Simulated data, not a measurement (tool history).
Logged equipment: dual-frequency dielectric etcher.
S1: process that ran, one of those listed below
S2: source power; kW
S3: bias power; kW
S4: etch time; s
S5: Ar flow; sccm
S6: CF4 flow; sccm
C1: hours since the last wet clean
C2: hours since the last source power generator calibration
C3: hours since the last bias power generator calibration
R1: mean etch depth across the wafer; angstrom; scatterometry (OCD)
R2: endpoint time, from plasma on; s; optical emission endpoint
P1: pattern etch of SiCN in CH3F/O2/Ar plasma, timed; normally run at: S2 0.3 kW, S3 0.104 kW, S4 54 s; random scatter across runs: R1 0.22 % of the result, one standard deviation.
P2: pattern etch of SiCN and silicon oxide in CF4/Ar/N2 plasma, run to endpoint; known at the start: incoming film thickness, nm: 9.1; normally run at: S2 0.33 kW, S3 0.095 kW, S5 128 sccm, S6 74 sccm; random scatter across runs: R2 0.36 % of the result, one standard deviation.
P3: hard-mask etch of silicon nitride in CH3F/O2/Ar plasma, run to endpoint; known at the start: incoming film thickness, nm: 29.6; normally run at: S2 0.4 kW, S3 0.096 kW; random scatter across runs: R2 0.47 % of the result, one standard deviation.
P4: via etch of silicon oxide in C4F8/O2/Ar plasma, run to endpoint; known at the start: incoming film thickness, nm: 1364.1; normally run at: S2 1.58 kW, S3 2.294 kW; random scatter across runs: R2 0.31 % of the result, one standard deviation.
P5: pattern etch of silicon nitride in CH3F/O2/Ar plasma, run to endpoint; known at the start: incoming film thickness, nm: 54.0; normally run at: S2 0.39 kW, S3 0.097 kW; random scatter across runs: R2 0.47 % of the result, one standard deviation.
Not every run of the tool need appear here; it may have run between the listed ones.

run   hour  S1    S2     S3    S4   S5  S6     C1      C2      C3      R1      R2
  1    6.7  P1   0.3  0.104    54           102.9   743.2   881.7  210.76
  2   18.6  P1   0.3  0.104    54           114.8   755.1   893.6  210.44
  3   31.4  P2  0.33  0.121        128  74  127.6   767.9   906.4          11.884
  4   39.2  P1   0.3  0.138    54           135.4   775.7   914.2  236.14
  5   53.9  P2  0.33  0.095        172  74  150.1   790.4   928.9          13.541
  6   66.5  P1   0.3  0.104    38           162.7     803   941.5  148.15
  7     79  P4  1.58  2.924                 175.2   815.5     954          266.26
  8   90.8  P4  2.13  2.294                   187   827.3   965.8          253.53
  9  103.4  P2  0.33  0.095        128  74  199.6   839.9   978.4          12.988
 10  112.6  P1   0.3  0.062    54           208.8   849.1   987.6  174.32
 11  119.1  P2  0.33  0.095        128  45  215.3   855.6   994.1          13.977
 12  131.6  P1   0.3  0.104    54           227.8   868.1  1006.6  211.21
 13    142  P4  1.58  2.294                 238.2   878.5    1017           287.2
 14  152.3  P5  0.27  0.097                 248.5   888.8  1027.3          79.252
 15  163.6  P3  0.54  0.096                 259.8   900.1  1038.6          34.834
 16  173.5  P1  0.23  0.104    54           269.7     910  1048.5  190.62
 17    186  P1  0.43  0.104  74.5           282.2   922.5    1061  330.76
 18  195.9  P1   0.3  0.104    66           292.1   932.4  1070.9  257.75
 19  208.9  P3   0.4  0.072                 305.1   945.4  1083.9           42.66
 20  217.7  P1   0.3  0.104    54           313.9   954.2  1092.7  210.73
 21  226.4  P2  0.33  0.095        128  74  322.6   962.9  1101.4          13.026
 22    240  P5  0.39   0.12                 336.2   976.5    1115           63.87
 23  247.1  P3   0.4  0.096                 343.3   983.6  1122.1            38.8
 24  256.3  P2   0.4  0.095        128  74  352.5   992.8  1131.3           10.93
 25  267.5  P5  0.39  0.097                 363.7    1004  1142.5          69.716
 26  279.4  P3   0.4  0.096                 375.6  1015.9  1154.4          38.604
 27  289.5  P4  1.58  2.294                 385.7    1026  1164.5          288.18
 28  296.3  P5  0.39  0.097                 392.5  1032.8  1171.3          68.917
 29  304.9  P1   0.3  0.104    54           401.1  1041.4  1179.9  210.92
 30  316.2  P1   0.3  0.104    54           412.4  1052.7  1191.2   210.8
 31  326.1  P1  0.42  0.104    54           422.3  1062.6  1201.1  238.79
 32  333.7  P1   0.3  0.104    54           429.9  1070.2  1208.7  211.08
 33  340.1  P1   0.3  0.104    54           436.3  1076.6  1215.1  212.97
 34  346.9  P1   0.3  0.104    54           443.1  1083.4  1221.9  212.11
 35  353.9  P1   0.3  0.104    54           450.1  1090.4  1228.9  213.24
 36  368.5  P1   0.3  0.104    54           464.7    1105  1243.5  213.81
 37  378.7  P1   0.3  0.104    54           474.9  1115.2  1253.7  214.92
     388.4  -- wet clean of the chamber
 38  393.3  P1   0.3  0.104    54               5  1129.8  1268.3  214.23
 39  407.1  P1   0.3  0.104    54            18.8  1143.6  1282.1  214.34
 40    414  P1   0.3  0.104    54            25.7  1150.5    1289  214.23

P1 no longer gives what it gave before; its output has crept away from where it was. The following 2 causes, each at its listed size, fit the log equally well:
A: bias power that arrives over what is set, % = 4.33
B: source power that arrives over what is set, % = 4.59
The onset of the drift is placed at about hour 333.7.
Each remaining cause and why it is not a fit:
chamber walls in a state that raises the etch rate, %: maintenance at hour 388.4, after the shift began, did not return the process to its former output

Which of the 4 check runs listed below, each an average over 2 wafers with its results shown as question marks, gives clearly different results under the different listed causes?
check 1  420.9  P5  0.39  0.097                                ?
check 2  420.9  P2  0.33  0.095      128  74                   ?
check 3  420.9  P3   0.4  0.096                                ?
check 4  420.9  P4  1.58  2.294                                ?

Expected result of each check under each candidate cause:
  check  result    if A    if B
check 1      R2  68.181  68.101
check 2      R2  12.822  12.528
check 3      R2  38.148    38.1
check 4      R2  283.24  281.84
Separation of the two closest causes in each check, using whichever result separates them best: check 1 0.12 %; check 2 2.32 %; check 3 0.13 %; check 4 0.5 %
The causes can be told apart only by check 2. The other checks would give nearly the same results under each of them.

After running check 2, the following was obtained: R2 12.843 s. Which cause does this point to?

The cause is A: bias power that arrives over what is set, %.
